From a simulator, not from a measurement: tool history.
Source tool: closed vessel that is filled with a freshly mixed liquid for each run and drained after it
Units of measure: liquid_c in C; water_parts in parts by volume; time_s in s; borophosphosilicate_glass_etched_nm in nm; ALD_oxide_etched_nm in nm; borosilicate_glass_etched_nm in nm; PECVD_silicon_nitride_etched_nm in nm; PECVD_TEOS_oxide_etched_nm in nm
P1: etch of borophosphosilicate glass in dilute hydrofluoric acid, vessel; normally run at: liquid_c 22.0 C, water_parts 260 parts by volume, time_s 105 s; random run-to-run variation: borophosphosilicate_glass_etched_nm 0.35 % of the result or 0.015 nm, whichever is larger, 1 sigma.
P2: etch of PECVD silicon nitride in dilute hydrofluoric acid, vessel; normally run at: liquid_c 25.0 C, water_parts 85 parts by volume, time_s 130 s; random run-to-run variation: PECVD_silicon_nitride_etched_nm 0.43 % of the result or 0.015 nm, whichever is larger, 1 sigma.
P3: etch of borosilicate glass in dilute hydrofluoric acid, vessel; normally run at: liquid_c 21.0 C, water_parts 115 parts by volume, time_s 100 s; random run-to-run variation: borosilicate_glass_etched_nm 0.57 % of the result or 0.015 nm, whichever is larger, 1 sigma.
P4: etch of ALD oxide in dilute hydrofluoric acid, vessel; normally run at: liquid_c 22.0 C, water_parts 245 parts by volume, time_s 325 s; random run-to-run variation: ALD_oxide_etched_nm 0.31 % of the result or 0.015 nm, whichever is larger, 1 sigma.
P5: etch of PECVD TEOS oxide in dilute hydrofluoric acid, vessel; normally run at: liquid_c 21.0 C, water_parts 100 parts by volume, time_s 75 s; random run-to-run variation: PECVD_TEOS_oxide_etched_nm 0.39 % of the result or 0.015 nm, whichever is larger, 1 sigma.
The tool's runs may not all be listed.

run	hour	process	liquid_c	water_parts	time_s	hours since the thermometer was replaced	hours since the hydrofluoric acid flow meter was replaced	borophosphosilicate_glass_etched_nm	ALD_oxide_etched_nm	borosilicate_glass_etched_nm	PECVD_silicon_nitride_etched_nm	PECVD_TEOS_oxide_etched_nm
1	8.4	P1	22.0	260	105	1458.2	923.8	10.1700				
2	16.6	P4	22.0	245	325	1466.4	932.0		27.739			
3	27.1	P4	18.5	245	325	1476.9	942.5		24.395			
4	39.9	P3	21.0	115	100	1489.7	955.3			14.4890		
5	51.2	P2	25.0	85	130	1501.0	966.6				7.3421	
6	59.5	P2	25.0	85	70	1509.3	974.9				3.9419	
7	66.4	P3	21.0	180	100	1516.2	981.8			8.6685		
8	74.9	P3	21.0	115	100	1524.7	990.3			14.3900		
9	83.8	P4	22.0	360	325	1533.6	999.2		16.978			
10	92.1	P3	21.0	115	180	1541.9	1007.5			26.3060		
11	103.5	P1	22.0	260	35	1553.3	1018.9	3.4054				
12	114.4	P4	22.0	245	185	1564.2	1029.8		15.786			
13	123.1	P2	25.0	130	130	1572.9	1038.5				4.8355	
14	130.0	P1	22.0	85	105	1579.8	1045.4	37.4810				
15	136.2	P5	28.5	100	75	1586.0	1051.6					15.2680
16	150.1	P1	26.0	260	105	1599.9	1065.5	11.7470				
17	159.7	P5	21.0	180	75	1609.5	1075.1					5.7447
18	171.0	P4	22.0	245	325	1620.8	1086.4		27.614			
19	179.7	P1	22.0	475	105	1629.5	1095.1	4.6164				
20	187.4	P3	28.5	115	100	1637.2	1102.8			19.2690		
21	196.5	P1	22.0	260	105	1646.3	1111.9	10.2220				
22	207.6	P1	17.0	260	105	1657.4	1123.0	8.4452				
23	220.2	P1	22.0	260	105	1670.0	1135.6	10.1310				
24	233.2	P1	22.0	260	105	1683.0	1148.6	10.1200				
25	243.9	P5	21.0	100	75	1693.7	1159.3					11.4120
26	257.5	P1	22.0	260	105	1707.3	1172.9	10.1740				
27	269.1	P1	22.0	445	55	1718.9	1184.5	2.6437				
28	282.6	P5	21.0	100	40	1732.4	1198.0					6.0517
29	293.3	P1	22.0	260	215	1743.1	1208.7	20.8300				
30	304.7	P2	32.5	85	130	1754.5	1220.1				11.8100	
31	312.8	P5	21.0	100	75	1762.6	1228.2					11.3290
32	321.8	P1	22.0	260	105	1771.6	1237.2	10.1280				
33	333.0	P1	22.0	260	105	1782.8	1248.4	10.5190				
34	342.8	P1	22.0	260	105	1792.6	1258.2	10.6940				
35	353.4	P1	22.0	260	105	1803.2	1268.8	10.8620				
36	360.7	P1	22.0	260	105	1810.5	1276.1	10.9450				
37	371.6	P1	22.0	260	105	1821.4	1287.0	10.8970				
38	378.0	P1	22.0	260	105	1827.8	1293.4	10.9490				
39	387.6	P1	22.0	260	105	1837.4	1303.0	10.9270				

Compared with where it was, what P1 gives has crept away. Each cause listed below fits the log as well as the rest, at the size given for it:
A: hydrofluoric acid flow above the setpoint (%) = 5.78
B: liquid hotter than its thermometer reads (K) = 1.95
The onset of the drift is placed at about hour 321.8.

The check runs listed below each take one wafer, and their results are still question marks. Under which run would the listed causes lead to clearly different results?
check 1	397.2	P3	21.0	155	175					?		
check 2	397.2	P2	25.0	115	130						?	
check 3	397.2	P5	21.0	175	75							?
check 4	397.2	P4	22.0	245	195				?			

Check results expected under each cause:
check	result	if A	if B
check 1	borosilicate_glass_etched_nm	19.2520	19.4580
check 2	PECVD_silicon_nitride_etched_nm	5.7526	6.1692
check 3	PECVD_TEOS_oxide_etched_nm	6.3866	6.4427
check 4	ALD_oxide_etched_nm	17.824	17.850
Separation of the two closest causes in each check, using whichever result separates them best: check 1 1.06 %; check 2 6.99 %; check 3 0.88 %; check 4 0.15 %
The causes can be told apart only by check 2. The other checks would give nearly the same results under each of them.

The results of check 2 are: PECVD_silicon_nitride_etched_nm 5.7421 nm. Based on these, which of the listed causes is it?

It was cause A: hydrofluoric acid flow above the setpoint (%).

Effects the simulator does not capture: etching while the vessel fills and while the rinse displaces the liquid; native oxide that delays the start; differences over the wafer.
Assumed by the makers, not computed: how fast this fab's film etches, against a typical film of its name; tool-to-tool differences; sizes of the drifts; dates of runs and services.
